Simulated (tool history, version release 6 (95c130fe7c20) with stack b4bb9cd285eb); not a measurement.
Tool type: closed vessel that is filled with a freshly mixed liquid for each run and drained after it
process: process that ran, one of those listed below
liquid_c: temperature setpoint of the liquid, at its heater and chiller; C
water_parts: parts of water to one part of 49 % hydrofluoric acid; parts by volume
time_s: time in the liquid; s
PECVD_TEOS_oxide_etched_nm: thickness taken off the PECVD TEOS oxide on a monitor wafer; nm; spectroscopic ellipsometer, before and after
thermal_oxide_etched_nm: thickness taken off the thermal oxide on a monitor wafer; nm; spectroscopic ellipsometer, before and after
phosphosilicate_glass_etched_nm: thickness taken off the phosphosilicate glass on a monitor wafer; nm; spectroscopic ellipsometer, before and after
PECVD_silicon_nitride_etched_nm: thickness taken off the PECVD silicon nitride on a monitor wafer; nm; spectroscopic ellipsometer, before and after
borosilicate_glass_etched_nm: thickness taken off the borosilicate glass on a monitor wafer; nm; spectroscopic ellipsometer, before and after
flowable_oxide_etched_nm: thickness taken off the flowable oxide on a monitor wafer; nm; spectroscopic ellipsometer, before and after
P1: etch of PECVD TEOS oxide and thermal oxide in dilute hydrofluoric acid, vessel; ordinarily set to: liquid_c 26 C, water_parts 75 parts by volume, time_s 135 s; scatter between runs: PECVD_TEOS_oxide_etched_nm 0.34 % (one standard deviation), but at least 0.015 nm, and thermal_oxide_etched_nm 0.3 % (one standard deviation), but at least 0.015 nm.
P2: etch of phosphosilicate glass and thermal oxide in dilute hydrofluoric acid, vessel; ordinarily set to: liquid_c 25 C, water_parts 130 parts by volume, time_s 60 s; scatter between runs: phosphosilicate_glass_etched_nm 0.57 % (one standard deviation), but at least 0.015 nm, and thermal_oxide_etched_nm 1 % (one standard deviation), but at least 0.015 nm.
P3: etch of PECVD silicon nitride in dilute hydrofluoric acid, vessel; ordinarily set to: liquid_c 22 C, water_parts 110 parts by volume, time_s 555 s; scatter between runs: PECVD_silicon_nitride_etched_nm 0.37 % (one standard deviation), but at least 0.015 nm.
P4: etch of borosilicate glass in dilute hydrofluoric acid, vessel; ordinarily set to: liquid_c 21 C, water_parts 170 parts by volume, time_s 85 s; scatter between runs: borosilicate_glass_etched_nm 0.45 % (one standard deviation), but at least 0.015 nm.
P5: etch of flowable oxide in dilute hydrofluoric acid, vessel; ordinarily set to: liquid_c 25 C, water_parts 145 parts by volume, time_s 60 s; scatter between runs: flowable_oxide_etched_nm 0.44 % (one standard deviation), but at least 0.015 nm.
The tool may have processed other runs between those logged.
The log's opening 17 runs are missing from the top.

| run | hour | process | liquid_c | water_parts | time_s | hours since the thermometer was replaced | hours since the hydrofluoric acid flow meter was replaced | PECVD_TEOS_oxide_etched_nm | thermal_oxide_etched_nm | phosphosilicate_glass_etched_nm | PECVD_silicon_nitride_etched_nm | borosilicate_glass_etched_nm | flowable_oxide_etched_nm |
|---|---|---|---|---|---|---|---|---|---|---|---|---|---|
| 18 | 155.8 | P1 | 26 | 75 | 135 | 1177.4 | 542.6 | 32.975 | 10.372 |  |  |  |  |
| 19 | 166.8 | P3 | 22 | 110 | 555 | 1188.4 | 553.6 |  |  |  | 20.344 |  |  |
| 20 | 175.9 | P1 | 26 | 75 | 135 | 1197.5 | 562.7 | 32.72 | 10.346 |  |  |  |  |
| 21 | 186.4 | P1 | 26 | 75 | 205 | 1208 | 573.2 | 49.57 | 15.705 |  |  |  |  |
| 22 | 193.7 | P4 | 26 | 170 | 85 | 1215.3 | 580.5 |  |  |  |  | 15.245 |  |
| 23 | 200 | P1 | 18 | 110 | 135 | 1221.6 | 586.8 | 15.655 | 4.9004 |  |  |  |  |
| 24 | 209.4 | P5 | 25 | 145 | 35 | 1231 | 596.2 |  |  |  |  |  | 10.394 |
| 25 | 218.9 | P1 | 26 | 20 | 135 | 1240.5 | 605.7 | 132.03 | 41.903 |  |  |  |  |

Run 26 is up next; what results do you expect?
| 26 | 227.1 | P2 | 25 | 85 | 60 | 1248.7 | 613.9 |  | ? | ? |  |  |  |

thermal_oxide_etched_nm: 3.4587 nm
phosphosilicate_glass_etched_nm: 46.28 nm

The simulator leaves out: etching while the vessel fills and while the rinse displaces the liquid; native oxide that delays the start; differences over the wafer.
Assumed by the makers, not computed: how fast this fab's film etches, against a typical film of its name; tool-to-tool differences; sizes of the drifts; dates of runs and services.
